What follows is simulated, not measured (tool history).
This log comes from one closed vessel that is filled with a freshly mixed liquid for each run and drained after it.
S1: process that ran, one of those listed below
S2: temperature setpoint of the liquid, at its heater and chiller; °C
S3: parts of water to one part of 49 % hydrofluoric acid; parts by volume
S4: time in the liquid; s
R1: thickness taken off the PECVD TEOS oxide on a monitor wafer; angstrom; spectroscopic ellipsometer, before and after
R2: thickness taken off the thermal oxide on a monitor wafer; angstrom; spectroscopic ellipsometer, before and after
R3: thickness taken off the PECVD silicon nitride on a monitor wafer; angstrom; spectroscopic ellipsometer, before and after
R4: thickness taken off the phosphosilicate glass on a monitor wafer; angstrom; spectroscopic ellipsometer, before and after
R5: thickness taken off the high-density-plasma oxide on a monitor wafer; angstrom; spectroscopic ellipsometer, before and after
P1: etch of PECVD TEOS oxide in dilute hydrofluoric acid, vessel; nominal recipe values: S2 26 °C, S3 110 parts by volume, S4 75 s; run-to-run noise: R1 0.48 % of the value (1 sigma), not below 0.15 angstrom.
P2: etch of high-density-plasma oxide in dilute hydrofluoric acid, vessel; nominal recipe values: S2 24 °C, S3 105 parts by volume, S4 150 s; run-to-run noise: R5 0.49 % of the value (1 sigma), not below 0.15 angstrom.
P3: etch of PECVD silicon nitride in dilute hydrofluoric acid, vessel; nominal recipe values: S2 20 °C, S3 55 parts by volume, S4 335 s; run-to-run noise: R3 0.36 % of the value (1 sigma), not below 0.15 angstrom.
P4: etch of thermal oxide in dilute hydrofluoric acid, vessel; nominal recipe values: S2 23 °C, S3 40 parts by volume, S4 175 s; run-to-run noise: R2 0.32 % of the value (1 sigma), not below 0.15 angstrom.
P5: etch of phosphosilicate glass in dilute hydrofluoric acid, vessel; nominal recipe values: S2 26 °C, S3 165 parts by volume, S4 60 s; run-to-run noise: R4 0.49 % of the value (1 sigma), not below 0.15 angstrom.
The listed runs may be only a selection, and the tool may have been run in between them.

{"run": 1, "hour": 11.2, "S1": "P1", "S2": 26, "S3": 110, "S4": 75, "R1": 104.07}
{"run": 2, "hour": 24.7, "S1": "P4", "S2": 23, "S3": 40, "S4": 175, "R2": 231.11}
{"run": 3, "hour": 32.7, "S1": "P1", "S2": 26, "S3": 110, "S4": 75, "R1": 104.18}
{"run": 4, "hour": 47.8, "S1": "P3", "S2": 20, "S3": 35, "S4": 335, "R3": 233.89}
{"run": 5, "hour": 65.0, "S1": "P5", "S2": 26, "S3": 165, "S4": 60, "R4": 276.02}
{"run": 6, "hour": 82.0, "S1": "P5", "S2": 26, "S3": 75, "S4": 60, "R4": 682.68}
{"run": 7, "hour": 93.6, "S1": "P4", "S2": 29, "S3": 40, "S4": 175, "R2": 296.23}
{"run": 8, "hour": 102.8, "S1": "P2", "S2": 24, "S3": 55, "S4": 150, "R5": 154.88}
{"run": 9, "hour": 118.9, "S1": "P4", "S2": 23, "S3": 70, "S4": 175, "R2": 127.48}
{"run": 10, "hour": 129.8, "S1": "P5", "S2": 34, "S3": 165, "S4": 60, "R4": 367.66}
{"run": 11, "hour": 144.5, "S1": "P4", "S2": 23, "S3": 40, "S4": 290, "R2": 384.09}
{"run": 12, "hour": 157.7, "S1": "P1", "S2": 26, "S3": 110, "S4": 75, "R1": 104.48}
{"run": 13, "hour": 168.1, "S1": "P3", "S2": 27, "S3": 55, "S4": 335, "R3": 242.3}
{"run": 14, "hour": 179.1, "S1": "P1", "S2": 26, "S3": 110, "S4": 135, "R1": 187.03}
{"run": 15, "hour": 194.0, "S1": "P1", "S2": 26, "S3": 190, "S4": 145, "R1": 106.41}
{"run": 16, "hour": 207.0, "S1": "P1", "S2": 32.5, "S3": 110, "S4": 75, "R1": 133.47}
{"run": 17, "hour": 216.0, "S1": "P1", "S2": 26, "S3": 165, "S4": 75, "R1": 64.895}
{"run": 18, "hour": 229.4, "S1": "P5", "S2": 26, "S3": 165, "S4": 60, "R4": 278.55}
{"run": 19, "hour": 237.1, "S1": "P2", "S2": 24, "S3": 105, "S4": 270, "R5": 137.38}
{"run": 20, "hour": 246.7, "S1": "P1", "S2": 26, "S3": 175, "S4": 30, "R1": 23.772}
{"run": 21, "hour": 255.9, "S1": "P1", "S2": 26, "S3": 110, "S4": 75, "R1": 103.6}
{"run": 22, "hour": 263.6, "S1": "P1", "S2": 21.5, "S3": 110, "S4": 75, "R1": 87.383}
{"run": 23, "hour": 279.3, "S1": "P3", "S2": 20, "S3": 55, "S4": 30, "R3": 13.221}
{"run": 24, "hour": 296.3, "S1": "P1", "S2": 26, "S3": 110, "S4": 30, "R1": 41.901}
{"run": 25, "hour": 306.6, "S1": "P1", "S2": 26, "S3": 70, "S4": 75, "R1": 173.01}
{"run": 26, "hour": 318.0, "S1": "P3", "S2": 20, "S3": 55, "S4": 335, "R3": 151.22}
{"run": 27, "hour": 328.8, "S1": "P2", "S2": 24, "S3": 105, "S4": 150, "R5": 76.851}
{"run": 28, "hour": 343.6, "S1": "P1", "S2": 26, "S3": 110, "S4": 75, "R1": 103.83}
{"run": 29, "hour": 358.6, "S1": "P1", "S2": 26, "S3": 165, "S4": 115, "R1": 99.283}
{"run": 30, "hour": 369.8, "S1": "P5", "S2": 26, "S3": 165, "S4": 30, "R4": 138.83}
{"run": 31, "hour": 380.6, "S1": "P4", "S2": 23, "S3": 40, "S4": 175, "R2": 230.55}
{"run": 32, "hour": 395.1, "S1": "P1", "S2": 26, "S3": 110, "S4": 75, "R1": 104.39}
{"run": 33, "hour": 407.8, "S1": "P2", "S2": 30, "S3": 105, "S4": 150, "R5": 96.024}
{"run": 34, "hour": 415.6, "S1": "P1", "S2": 26, "S3": 110, "S4": 75, "R1": 104.06}
{"run": 35, "hour": 425.3, "S1": "P1", "S2": 26, "S3": 110, "S4": 75, "R1": 106.46}
{"run": 36, "hour": 437.5, "S1": "P1", "S2": 26, "S3": 110, "S4": 75, "R1": 109.11}
{"run": 37, "hour": 454.4, "S1": "P1", "S2": 26, "S3": 110, "S4": 75, "R1": 111.05}
{"run": 38, "hour": 463.2, "S1": "P1", "S2": 26, "S3": 110, "S4": 75, "R1": 111.1}
{"run": 39, "hour": 471.6, "S1": "P1", "S2": 26, "S3": 110, "S4": 75, "R1": 110.24}
{"run": 40, "hour": 486.4, "S1": "P1", "S2": 26, "S3": 110, "S4": 75, "R1": 111.61}
{"run": 41, "hour": 503.2, "S1": "P1", "S2": 26, "S3": 110, "S4": 75, "R1": 111.42}
{"run": 42, "hour": 514.7, "S1": "P1", "S2": 26, "S3": 110, "S4": 75, "R1": 110.64}

P1 no longer gives what it gave before; its output has crept away from where it was. The following 2 causes, each at its listed size, fit the log equally well:
A: hydrofluoric acid flow above the setpoint (%) = 5.78
B: liquid hotter than its thermometer reads (K) = 1.67
The creep began at about hour 415.6.

Each of the 4 check runs below uses one wafer; its results are left as question marks. Which run tells the causes apart?
{"run": "check 1", "hour": 526.2, "S1": "P2", "S2": 28, "S3": 60, "S4": 150, "R5": "?"}
{"run": "check 2", "hour": 526.2, "S1": "P3", "S2": 26.5, "S3": 55, "S4": 30, "R3": "?"}
{"run": "check 3", "hour": 526.2, "S1": "P5", "S2": 33, "S3": 165, "S4": 30, "R4": "?"}
{"run": "check 4", "hour": 526.2, "S1": "P4", "S2": 23, "S3": 70, "S4": 280, "R2": "?"}

How each check would come out, cause by cause:
check=check_1 result=R5 if_A=175.03 if_B=175.83
check=check_2 result=R3 if_A=22.196 if_B=23.431
check=check_3 result=R4 if_A=191.54 if_B=189.31
check=check_4 result=R2 if_A=216.44 if_B=217.92
Smallest distance between any two causes, each pair judged by its most separating result, in per cent: check 1 0.46 %; check 2 5.42 %; check 3 1.17 %; check 4 0.68 %
Check 2 tells the causes apart: in the others they would give nearly the same result.

With check 2 done, the readings were: R3 22.066 angstrom. Identify which of the listed causes applies.

It is A: hydrofluoric acid flow above the setpoint (%).
